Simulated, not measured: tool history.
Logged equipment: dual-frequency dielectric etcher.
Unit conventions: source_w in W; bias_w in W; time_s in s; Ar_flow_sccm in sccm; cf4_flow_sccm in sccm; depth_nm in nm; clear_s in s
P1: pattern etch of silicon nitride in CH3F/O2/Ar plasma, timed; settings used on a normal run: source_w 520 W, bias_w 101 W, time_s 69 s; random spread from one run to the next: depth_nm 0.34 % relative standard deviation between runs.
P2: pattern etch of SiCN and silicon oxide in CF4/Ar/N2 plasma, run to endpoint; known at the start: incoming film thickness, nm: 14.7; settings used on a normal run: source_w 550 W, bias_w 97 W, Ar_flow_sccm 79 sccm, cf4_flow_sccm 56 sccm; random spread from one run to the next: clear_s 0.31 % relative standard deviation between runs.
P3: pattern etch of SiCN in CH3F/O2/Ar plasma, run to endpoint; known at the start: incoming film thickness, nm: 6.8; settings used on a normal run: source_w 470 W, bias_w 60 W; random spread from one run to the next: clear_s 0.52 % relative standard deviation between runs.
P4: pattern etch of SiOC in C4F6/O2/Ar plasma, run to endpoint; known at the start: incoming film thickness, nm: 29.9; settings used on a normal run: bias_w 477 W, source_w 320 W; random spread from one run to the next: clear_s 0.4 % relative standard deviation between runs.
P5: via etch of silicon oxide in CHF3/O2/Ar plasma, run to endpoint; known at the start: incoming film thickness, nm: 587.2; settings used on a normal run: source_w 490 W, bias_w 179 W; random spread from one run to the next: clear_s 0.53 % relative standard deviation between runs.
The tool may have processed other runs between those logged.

{"run": 1, "hour": 13.8, "process": "P1", "source_w": 520, "bias_w": 101, "time_s": 69, "depth_nm": 60.341}
{"run": 2, "hour": 25.2, "process": "P1", "source_w": 520, "bias_w": 101, "time_s": 69, "depth_nm": 59.99}
{"run": 3, "hour": 35.9, "process": "P5", "source_w": 670, "bias_w": 179, "clear_s": 288.36}
{"run": 4, "hour": 44.3, "process": "P1", "source_w": 520, "bias_w": 101, "time_s": 69, "depth_nm": 60.106}
{"run": 5, "hour": 56.5, "process": "P1", "source_w": 320, "bias_w": 101, "time_s": 69, "depth_nm": 49.939}
{"run": 6, "hour": 65.9, "process": "P2", "source_w": 550, "bias_w": 97, "Ar_flow_sccm": 79, "cf4_flow_sccm": 56, "clear_s": 13.109}
{"run": 7, "hour": 77.0, "process": "P1", "source_w": 520, "bias_w": 101, "time_s": 46, "depth_nm": 40.082}
{"hour": 83.0, "done": "bias power generator calibrated"}
{"run": 8, "hour": 94.2, "process": "P1", "source_w": 520, "bias_w": 64, "time_s": 69, "depth_nm": 51.337}
{"run": 9, "hour": 108.0, "process": "P1", "source_w": 520, "bias_w": 101, "time_s": 69, "depth_nm": 59.614}
{"run": 10, "hour": 118.1, "process": "P2", "source_w": 750, "bias_w": 97, "Ar_flow_sccm": 79, "cf4_flow_sccm": 56, "clear_s": 9.9767}
{"run": 11, "hour": 127.6, "process": "P2", "source_w": 550, "bias_w": 97, "Ar_flow_sccm": 60, "cf4_flow_sccm": 56, "clear_s": 12.597}
{"run": 12, "hour": 135.8, "process": "P1", "source_w": 630, "bias_w": 101, "time_s": 69, "depth_nm": 64.109}
{"hour": 136.5, "done": "wet clean of the chamber"}
{"run": 13, "hour": 144.3, "process": "P5", "source_w": 490, "bias_w": 179, "clear_s": 324.96}
{"run": 14, "hour": 161.4, "process": "P5", "source_w": 490, "bias_w": 125, "clear_s": 362.86}
{"run": 15, "hour": 178.6, "process": "P2", "source_w": 550, "bias_w": 97, "Ar_flow_sccm": 79, "cf4_flow_sccm": 34, "clear_s": 14.185}
{"run": 16, "hour": 191.3, "process": "P4", "source_w": 190, "bias_w": 477, "clear_s": 13.329}
{"run": 17, "hour": 199.9, "process": "P3", "source_w": 470, "bias_w": 76, "clear_s": 16.862}
{"run": 18, "hour": 217.4, "process": "P2", "source_w": 550, "bias_w": 79, "Ar_flow_sccm": 79, "cf4_flow_sccm": 56, "clear_s": 14.115}
{"run": 19, "hour": 229.1, "process": "P1", "source_w": 610, "bias_w": 70, "time_s": 69, "depth_nm": 56.129}
{"run": 20, "hour": 241.9, "process": "P3", "source_w": 470, "bias_w": 60, "clear_s": 18.246}
{"run": 21, "hour": 255.8, "process": "P3", "source_w": 470, "bias_w": 60, "clear_s": 18.33}
{"run": 22, "hour": 271.2, "process": "P2", "source_w": 550, "bias_w": 97, "Ar_flow_sccm": 79, "cf4_flow_sccm": 56, "clear_s": 13.147}
{"run": 23, "hour": 281.8, "process": "P1", "source_w": 520, "bias_w": 101, "time_s": 69, "depth_nm": 60.055}
{"run": 24, "hour": 292.5, "process": "P3", "source_w": 270, "bias_w": 60, "clear_s": 22.456}
{"run": 25, "hour": 305.4, "process": "P1", "source_w": 520, "bias_w": 101, "time_s": 69, "depth_nm": 60.342}
{"run": 26, "hour": 319.9, "process": "P1", "source_w": 520, "bias_w": 139, "time_s": 69, "depth_nm": 67.391}
{"run": 27, "hour": 333.1, "process": "P1", "source_w": 520, "bias_w": 101, "time_s": 87.5, "depth_nm": 76.14}
{"run": 28, "hour": 343.0, "process": "P4", "source_w": 320, "bias_w": 477, "clear_s": 11.005}
{"run": 29, "hour": 351.5, "process": "P4", "source_w": 320, "bias_w": 288, "clear_s": 13.227}
{"run": 30, "hour": 362.5, "process": "P1", "source_w": 520, "bias_w": 101, "time_s": 69, "depth_nm": 59.966}
{"run": 31, "hour": 377.1, "process": "P1", "source_w": 520, "bias_w": 101, "time_s": 69, "depth_nm": 60.017}
{"run": 32, "hour": 394.9, "process": "P1", "source_w": 520, "bias_w": 101, "time_s": 69, "depth_nm": 59.441}
{"run": 33, "hour": 404.5, "process": "P1", "source_w": 520, "bias_w": 101, "time_s": 69, "depth_nm": 59.593}
{"run": 34, "hour": 413.4, "process": "P1", "source_w": 520, "bias_w": 101, "time_s": 69, "depth_nm": 59.246}
{"run": 35, "hour": 421.7, "process": "P1", "source_w": 520, "bias_w": 101, "time_s": 69, "depth_nm": 59.001}
{"hour": 425.9, "done": "wet clean of the chamber"}
{"run": 36, "hour": 430.3, "process": "P1", "source_w": 520, "bias_w": 101, "time_s": 69, "depth_nm": 59.128}
{"run": 37, "hour": 448.5, "process": "P1", "source_w": 520, "bias_w": 101, "time_s": 69, "depth_nm": 59.224}
{"run": 38, "hour": 461.6, "process": "P1", "source_w": 520, "bias_w": 101, "time_s": 69, "depth_nm": 59.126}
{"run": 39, "hour": 470.4, "process": "P1", "source_w": 520, "bias_w": 101, "time_s": 69, "depth_nm": 59.215}
{"run": 40, "hour": 486.7, "process": "P1", "source_w": 520, "bias_w": 101, "time_s": 69, "depth_nm": 58.947}
{"run": 41, "hour": 504.9, "process": "P1", "source_w": 520, "bias_w": 101, "time_s": 69, "depth_nm": 58.696}

The log shows P1 creeping away from where it was. Any of the 2 causes listed here, at the size stated for it, fits the log just as well as the others:
A: source power that arrives under what is set, % = 4.4
B: bias power that arrives under what is set, % = 4.57
Creep in the process output first set in at about hour 377.1.
What rules out each remaining cause:
chamber walls in a state that lowers the etch rate, %: serviced at hour 425.9, after the drift had started, without restoring the earlier output

Question marks stand in for the results of the 4 check runs listed below, each run on one wafer. Under which run would the listed causes show clearly different results?
{"run": "check 1", "hour": 523.1, "process": "P2", "source_w": 700, "bias_w": 97, "Ar_flow_sccm": 63, "cf4_flow_sccm": 56, "clear_s": "?"}
{"run": "check 2", "hour": 523.1, "process": "P4", "source_w": 210, "bias_w": 387, "clear_s": "?"}
{"run": "check 3", "hour": 523.1, "process": "P3", "source_w": 470, "bias_w": 72, "clear_s": "?"}
{"run": "check 4", "hour": 523.1, "process": "P5", "source_w": 600, "bias_w": 134, "clear_s": "?"}

If the cause were each of the candidates in turn, the checks would give the following:
check=check_1 result=clear_s if_A=10.717 if_B=10.462
check=check_2 result=clear_s if_A=14.126 if_B=14.137
check=check_3 result=clear_s if_A=17.465 if_B=17.452
check=check_4 result=clear_s if_A=334.93 if_B=333.98
Distance between the nearest two causes, measured in the result of the check that separates them most: check 1 2.41 %; check 2 0.07 %; check 3 0.07 %; check 4 0.28 %
Of the check runs offered, only check 1 discriminates between the causes; the rest would read about the same regardless of which cause applies.

Check 1 was carried out, with these results: clear_s 10.505 s. Which of the listed causes is responsible?

It was cause B: bias power that arrives under what is set, %.
